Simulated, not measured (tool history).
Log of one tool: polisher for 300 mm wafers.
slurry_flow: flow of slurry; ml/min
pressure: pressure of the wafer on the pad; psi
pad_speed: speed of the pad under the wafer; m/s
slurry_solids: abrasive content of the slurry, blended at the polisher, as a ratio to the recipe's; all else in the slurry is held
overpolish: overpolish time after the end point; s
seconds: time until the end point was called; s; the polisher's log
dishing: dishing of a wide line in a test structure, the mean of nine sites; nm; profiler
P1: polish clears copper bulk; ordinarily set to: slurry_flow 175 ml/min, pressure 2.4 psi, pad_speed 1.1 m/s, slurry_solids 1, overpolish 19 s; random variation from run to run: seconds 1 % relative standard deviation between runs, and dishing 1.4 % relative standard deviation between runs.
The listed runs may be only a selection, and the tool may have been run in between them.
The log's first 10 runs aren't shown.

run 11 day=4.825 | slurry_flow=175 pressure=2.4 pad_speed=1.1 slurry_solids=1 overpolish=19 | seconds=116.78 dishing=71.917
run 12 day=5.288 | slurry_flow=270 pressure=2.4 pad_speed=1.1 slurry_solids=1 overpolish=37 | seconds=111.15 dishing=97.456
run 13 day=5.642 | slurry_flow=175 pressure=2.4 pad_speed=1.1 slurry_solids=1 overpolish=19 | seconds=118.09 dishing=71.764
run 14 day=6.138 | slurry_flow=240 pressure=2.4 pad_speed=1.1 slurry_solids=1 overpolish=19 | seconds=112.37 dishing=73.849
run 15 day=6.754 | slurry_flow=175 pressure=2.4 pad_speed=1.1 slurry_solids=0.55 overpolish=19 | seconds=131.85 dishing=67.682
run 16 day=7.05 | slurry_flow=175 pressure=2.4 pad_speed=1.1 slurry_solids=1 overpolish=19 | seconds=116.38 dishing=71.284
run 17 day=7.642 | slurry_flow=175 pressure=2.4 pad_speed=1.1 slurry_solids=1 overpolish=37 | seconds=115.94 dishing=95.904
run 18 day=8.192 | slurry_flow=175 pressure=2.4 pad_speed=1.1 slurry_solids=1.2 overpolish=19 | seconds=113.23 dishing=72.739
run 19 day=8.654 | slurry_flow=175 pressure=2.4 pad_speed=1.1 slurry_solids=1 overpolish=19 | seconds=118.29 dishing=72.323
run 20 day=9.054 | slurry_flow=175 pressure=2.4 pad_speed=1.1 slurry_solids=1 overpolish=19 | seconds=119.83 dishing=73.406
run 21 day=9.562 | slurry_flow=175 pressure=2.4 pad_speed=1.1 slurry_solids=1 overpolish=19 | seconds=121.61 dishing=68.959

Run 22, settings as shown, results not yet in. Your forecast:
run 22 day=9.892 | slurry_flow=175 pressure=2.4 pad_speed=1.1 slurry_solids=1 overpolish=19 | seconds=? dishing=?

Run 22 measured seconds 122.16 s, dishing 68.175 nm.
